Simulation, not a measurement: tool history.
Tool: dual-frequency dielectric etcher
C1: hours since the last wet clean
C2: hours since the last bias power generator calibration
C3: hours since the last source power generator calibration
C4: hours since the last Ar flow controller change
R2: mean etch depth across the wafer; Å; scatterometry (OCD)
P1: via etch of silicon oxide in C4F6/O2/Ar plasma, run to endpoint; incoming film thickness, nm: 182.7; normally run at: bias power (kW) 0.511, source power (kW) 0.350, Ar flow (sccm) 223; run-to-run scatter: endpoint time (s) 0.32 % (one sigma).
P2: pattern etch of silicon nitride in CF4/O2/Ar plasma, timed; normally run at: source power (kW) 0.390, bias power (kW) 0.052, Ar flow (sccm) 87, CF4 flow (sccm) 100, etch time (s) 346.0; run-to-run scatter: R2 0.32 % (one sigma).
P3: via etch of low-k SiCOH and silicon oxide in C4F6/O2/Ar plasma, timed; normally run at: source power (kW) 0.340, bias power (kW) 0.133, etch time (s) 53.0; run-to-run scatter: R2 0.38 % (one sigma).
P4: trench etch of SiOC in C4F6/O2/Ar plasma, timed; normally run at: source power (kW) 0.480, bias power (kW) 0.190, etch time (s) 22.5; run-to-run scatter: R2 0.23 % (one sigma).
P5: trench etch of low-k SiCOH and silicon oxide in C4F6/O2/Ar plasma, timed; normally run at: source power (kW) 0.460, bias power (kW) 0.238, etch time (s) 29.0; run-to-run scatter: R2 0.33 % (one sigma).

{"run": 1, "hour": 6.5, "process that ran": "P1", "bias power (kW)": 0.511, "source power (kW)": 0.35, "Ar flow (sccm)": 223, "C1": 149.7, "C2": 869.1, "C3": 990.0, "C4": 3830.8, "endpoint time (s)": 41.888}
{"run": 2, "hour": 17.9, "process that ran": "P4", "bias power (kW)": 0.19, "source power (kW)": 0.48, "etch time (s)": 22.5, "C1": 161.1, "C2": 880.5, "C3": 1001.4, "C4": 3842.2, "R2": 517.61}
{"run": 3, "hour": 27.2, "process that ran": "P1", "bias power (kW)": 0.511, "source power (kW)": 0.26, "Ar flow (sccm)": 223, "C1": 170.4, "C2": 889.8, "C3": 1010.7, "C4": 3851.5, "endpoint time (s)": 46.468}
{"run": 4, "hour": 37.5, "process that ran": "P1", "bias power (kW)": 0.511, "source power (kW)": 0.35, "Ar flow (sccm)": 223, "C1": 180.7, "C2": 900.1, "C3": 1021.0, "C4": 3861.8, "endpoint time (s)": 41.926}
{"run": 5, "hour": 47.2, "process that ran": "P2", "bias power (kW)": 0.052, "source power (kW)": 0.39, "Ar flow (sccm)": 116, "etch time (s)": 346.0, "CF4 flow (sccm)": 100, "C1": 190.4, "C2": 909.8, "C3": 1030.7, "C4": 3871.5, "R2": 5287.2}
{"run": 6, "hour": 53.1, "process that ran": "P5", "bias power (kW)": 0.238, "source power (kW)": 0.46, "etch time (s)": 29.0, "C1": 196.3, "C2": 915.7, "C3": 1036.6, "C4": 3877.4, "R2": 1055.5}
{"run": 7, "hour": 63.3, "process that ran": "P3", "bias power (kW)": 0.133, "source power (kW)": 0.34, "etch time (s)": 38.0, "C1": 206.5, "C2": 925.9, "C3": 1046.8, "C4": 3887.6, "R2": 792.14}
{"run": 8, "hour": 72.2, "process that ran": "P1", "bias power (kW)": 0.511, "source power (kW)": 0.35, "Ar flow (sccm)": 223, "C1": 215.4, "C2": 934.8, "C3": 1055.7, "C4": 3896.5, "endpoint time (s)": 41.43}
{"run": 9, "hour": 79.6, "process that ran": "P4", "bias power (kW)": 0.19, "source power (kW)": 0.33, "etch time (s)": 22.5, "C1": 222.8, "C2": 942.2, "C3": 1063.1, "C4": 3903.9, "R2": 449.5}
{"run": 10, "hour": 88.7, "process that ran": "P5", "bias power (kW)": 0.238, "source power (kW)": 0.46, "etch time (s)": 40.5, "C1": 231.9, "C2": 951.3, "C3": 1072.2, "C4": 3913.0, "R2": 1471.7}
{"run": 11, "hour": 99.9, "process that ran": "P1", "bias power (kW)": 0.511, "source power (kW)": 0.35, "Ar flow (sccm)": 156, "C1": 243.1, "C2": 962.5, "C3": 1083.4, "C4": 3924.2, "endpoint time (s)": 40.337}
{"run": 12, "hour": 111.4, "process that ran": "P1", "bias power (kW)": 0.511, "source power (kW)": 0.35, "Ar flow (sccm)": 298, "C1": 254.6, "C2": 974.0, "C3": 1094.9, "C4": 3935.7, "endpoint time (s)": 43.31}
{"run": 13, "hour": 118.2, "process that ran": "P2", "bias power (kW)": 0.052, "source power (kW)": 0.47, "Ar flow (sccm)": 87, "etch time (s)": 346.0, "CF4 flow (sccm)": 100, "C1": 261.4, "C2": 980.8, "C3": 1101.7, "C4": 3942.5, "R2": 6436.1}
{"run": 14, "hour": 126.6, "process that ran": "P1", "bias power (kW)": 0.511, "source power (kW)": 0.35, "Ar flow (sccm)": 223, "C1": 269.8, "C2": 989.2, "C3": 1110.1, "C4": 3950.9, "endpoint time (s)": 41.473}
{"run": 15, "hour": 136.0, "process that ran": "P3", "bias power (kW)": 0.187, "source power (kW)": 0.34, "etch time (s)": 53.0, "C1": 279.2, "C2": 998.6, "C3": 1119.5, "C4": 3960.3, "R2": 1225.7}
{"run": 16, "hour": 141.9, "process that ran": "P1", "bias power (kW)": 0.362, "source power (kW)": 0.35, "Ar flow (sccm)": 223, "C1": 285.1, "C2": 1004.5, "C3": 1125.4, "C4": 3966.2, "endpoint time (s)": 47.13}
{"run": 17, "hour": 153.2, "process that ran": "P5", "bias power (kW)": 0.238, "source power (kW)": 0.58, "etch time (s)": 29.0, "C1": 296.4, "C2": 1015.8, "C3": 1136.7, "C4": 3977.5, "R2": 1154.4}
{"run": 18, "hour": 164.4, "process that ran": "P2", "bias power (kW)": 0.052, "source power (kW)": 0.39, "Ar flow (sccm)": 87, "etch time (s)": 346.0, "CF4 flow (sccm)": 100, "C1": 307.6, "C2": 1027.0, "C3": 1147.9, "C4": 3988.7, "R2": 5489.6}
{"run": 19, "hour": 174.8, "process that ran": "P4", "bias power (kW)": 0.19, "source power (kW)": 0.48, "etch time (s)": 12.5, "C1": 318.0, "C2": 1037.4, "C3": 1158.3, "C4": 3999.1, "R2": 288.22}
{"run": 20, "hour": 182.5, "process that ran": "P2", "bias power (kW)": 0.034, "source power (kW)": 0.39, "Ar flow (sccm)": 87, "etch time (s)": 346.0, "CF4 flow (sccm)": 100, "C1": 325.7, "C2": 1045.1, "C3": 1166.0, "C4": 4006.8, "R2": 4681.9}
{"run": 21, "hour": 190.6, "process that ran": "P2", "bias power (kW)": 0.052, "source power (kW)": 0.39, "Ar flow (sccm)": 87, "etch time (s)": 346.0, "CF4 flow (sccm)": 120, "C1": 333.8, "C2": 1053.2, "C3": 1174.1, "C4": 4014.9, "R2": 5572.3}
{"run": 22, "hour": 202.6, "process that ran": "P3", "bias power (kW)": 0.133, "source power (kW)": 0.44, "etch time (s)": 53.0, "C1": 345.8, "C2": 1065.2, "C3": 1186.1, "C4": 4026.9, "R2": 1226.8}
{"run": 23, "hour": 208.0, "process that ran": "P1", "bias power (kW)": 0.668, "source power (kW)": 0.35, "Ar flow (sccm)": 223, "C1": 351.2, "C2": 1070.6, "C3": 1191.5, "C4": 4032.3, "endpoint time (s)": 37.5}
{"run": 24, "hour": 217.1, "process that ran": "P1", "bias power (kW)": 0.511, "source power (kW)": 0.42, "Ar flow (sccm)": 223, "C1": 360.3, "C2": 1079.7, "C3": 1200.6, "C4": 4041.4, "endpoint time (s)": 39.07}
{"run": 25, "hour": 227.5, "process that ran": "P1", "bias power (kW)": 0.364, "source power (kW)": 0.35, "Ar flow (sccm)": 291, "C1": 370.7, "C2": 1090.1, "C3": 1211.0, "C4": 4051.8, "endpoint time (s)": 48.58}
{"run": 26, "hour": 233.6, "process that ran": "P2", "bias power (kW)": 0.052, "source power (kW)": 0.39, "Ar flow (sccm)": 87, "etch time (s)": 477.0, "CF4 flow (sccm)": 100, "C1": 376.8, "C2": 1096.2, "C3": 1217.1, "C4": 4057.9, "R2": 7498.0}

Forecast run 27:
{"run": 27, "hour": 245.5, "process that ran": "P5", "bias power (kW)": 0.138, "source power (kW)": 0.46, "etch time (s)": 29.0, "C1": 388.7, "C2": 1108.1, "C3": 1229.0, "C4": 4069.8, "R2": "?"}

Run 27 gave R2 885.58 Å.

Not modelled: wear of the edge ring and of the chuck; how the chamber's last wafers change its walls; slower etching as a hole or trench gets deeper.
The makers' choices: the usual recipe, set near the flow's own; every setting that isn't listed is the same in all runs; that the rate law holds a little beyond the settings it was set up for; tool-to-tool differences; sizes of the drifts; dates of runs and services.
